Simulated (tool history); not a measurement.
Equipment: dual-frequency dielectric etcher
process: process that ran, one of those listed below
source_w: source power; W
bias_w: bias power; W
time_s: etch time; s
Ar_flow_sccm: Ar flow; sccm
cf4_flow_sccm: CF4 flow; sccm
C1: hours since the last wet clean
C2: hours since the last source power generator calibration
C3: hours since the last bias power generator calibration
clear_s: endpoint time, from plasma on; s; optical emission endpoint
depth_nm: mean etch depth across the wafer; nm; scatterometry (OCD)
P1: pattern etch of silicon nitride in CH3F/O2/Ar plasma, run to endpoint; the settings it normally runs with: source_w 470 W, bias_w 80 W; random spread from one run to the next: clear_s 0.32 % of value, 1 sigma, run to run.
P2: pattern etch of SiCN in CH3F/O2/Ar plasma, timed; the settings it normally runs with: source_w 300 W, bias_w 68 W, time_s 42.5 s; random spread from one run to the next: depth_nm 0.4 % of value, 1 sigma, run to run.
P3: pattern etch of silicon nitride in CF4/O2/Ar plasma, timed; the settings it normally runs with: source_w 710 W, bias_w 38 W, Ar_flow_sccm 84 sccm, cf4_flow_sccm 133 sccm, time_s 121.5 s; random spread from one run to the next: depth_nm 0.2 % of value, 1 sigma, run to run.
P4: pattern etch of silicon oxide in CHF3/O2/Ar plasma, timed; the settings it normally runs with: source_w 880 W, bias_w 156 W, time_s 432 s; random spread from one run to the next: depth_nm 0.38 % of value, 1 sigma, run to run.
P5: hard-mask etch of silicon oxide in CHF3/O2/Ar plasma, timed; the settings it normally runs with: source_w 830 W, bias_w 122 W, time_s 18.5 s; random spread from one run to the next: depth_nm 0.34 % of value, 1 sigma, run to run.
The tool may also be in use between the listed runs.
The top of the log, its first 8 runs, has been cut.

Run 9, hour 132.7: process P3, source_w 710 W, bias_w 38 W, time_s 178.5 s, Ar_flow_sccm 84 sccm, cf4_flow_sccm 133 sccm; C1 383.1; C2 784.5; C3 1858.5. Result: depth_nm 434.82 nm.
Run 10, hour 148.7: process P5, source_w 830 W, bias_w 122 W, time_s 18.5 s; C1 399.1; C2 800.5; C3 1874.5. Result: depth_nm 37.681 nm.
Run 11, hour 163.3: process P1, source_w 470 W, bias_w 59 W; C1 413.7; C2 815.1; C3 1889.1. Result: clear_s 33.133 s.
Run 12, hour 172.9: process P4, source_w 880 W, bias_w 156 W, time_s 432 s; C1 423.3; C2 824.7; C3 1898.7. Result: depth_nm 974.47 nm.
Run 13, hour 191.9: process P3, source_w 990 W, bias_w 38 W, time_s 121.5 s, Ar_flow_sccm 84 sccm, cf4_flow_sccm 133 sccm; C1 442.3; C2 843.7; C3 1917.7. Result: depth_nm 399.33 nm.
Run 14, hour 209.6: process P5, source_w 830 W, bias_w 163 W, time_s 18.5 s; C1 460; C2 861.4; C3 1935.4. Result: depth_nm 41.077 nm.
Run 15, hour 220.8: process P3, source_w 710 W, bias_w 38 W, time_s 121.5 s, Ar_flow_sccm 84 sccm, cf4_flow_sccm 133 sccm; C1 471.2; C2 872.6; C3 1946.6. Result: depth_nm 296.91 nm.
Run 16, hour 229.3: process P5, source_w 490 W, bias_w 122 W, time_s 18.5 s; C1 479.7; C2 881.1; C3 1955.1. Result: depth_nm 30.487 nm.
Run 17, hour 238.5: process P1, source_w 470 W, bias_w 80 W; C1 488.9; C2 890.3; C3 1964.3. Result: clear_s 29.674 s.
Run 18, hour 248.8: process P1, source_w 470 W, bias_w 80 W; C1 499.2; C2 900.6; C3 1974.6. Result: clear_s 29.577 s.
Run 19, hour 259.8: process P1, source_w 630 W, bias_w 65 W; C1 510.2; C2 911.6; C3 1985.6. Result: clear_s 28.57 s.
Run 20, hour 275.1: process P1, source_w 470 W, bias_w 80 W; C1 525.5; C2 926.9; C3 2000.9. Result: clear_s 29.855 s.
Run 21, hour 286: process P1, source_w 470 W, bias_w 80 W; C1 536.4; C2 937.8; C3 2011.8. Result: clear_s 29.7 s.
Run 22, hour 296.5: process P2, source_w 380 W, bias_w 68 W, time_s 42.5 s; C1 546.9; C2 948.3; C3 2022.3. Result: depth_nm 15.173 nm.
Run 23, hour 314.9: process P4, source_w 880 W, bias_w 218 W, time_s 432 s; C1 565.3; C2 966.7; C3 2040.7. Result: depth_nm 1091.8 nm.
Run 24, hour 323.6: process P1, source_w 470 W, bias_w 80 W; C1 574; C2 975.4; C3 2049.4. Result: clear_s 29.711 s.
At hour 335.1: source power generator calibrated.
Run 25, hour 335.1: process P4, source_w 880 W, bias_w 156 W, time_s 314 s; C1 585.5; C2 0.1; C3 2060.9. Result: depth_nm 712.61 nm.
Run 26, hour 347.5: process P4, source_w 520 W, bias_w 156 W, time_s 432 s; C1 597.9; C2 12.5; C3 2073.3. Result: depth_nm 795.15 nm.
Run 27, hour 359.8: process P2, source_w 300 W, bias_w 91 W, time_s 42.5 s; C1 610.2; C2 24.8; C3 2085.6. Result: depth_nm 15.482 nm.
Run 28, hour 375.4: process P3, source_w 710 W, bias_w 38 W, time_s 121.5 s, Ar_flow_sccm 108 sccm, cf4_flow_sccm 133 sccm; C1 625.8; C2 40.4; C3 2101.2. Result: depth_nm 287.44 nm.
Run 29, hour 388.7: process P3, source_w 710 W, bias_w 46 W, time_s 121.5 s, Ar_flow_sccm 84 sccm, cf4_flow_sccm 133 sccm; C1 639.1; C2 53.7; C3 2114.5. Result: depth_nm 315.56 nm.
Run 30, hour 408.1: process P1, source_w 600 W, bias_w 80 W; C1 658.5; C2 73.1; C3 2133.9. Result: clear_s 27.041 s.

Estimate the outcome of run 31 from the log above:
Run 31, hour 425.2: process P1, source_w 360 W, bias_w 103 W; C1 675.6; C2 90.2; C3 2151. Result: clear_s ?.

{"run 31": {"clear_s": 29.9}}
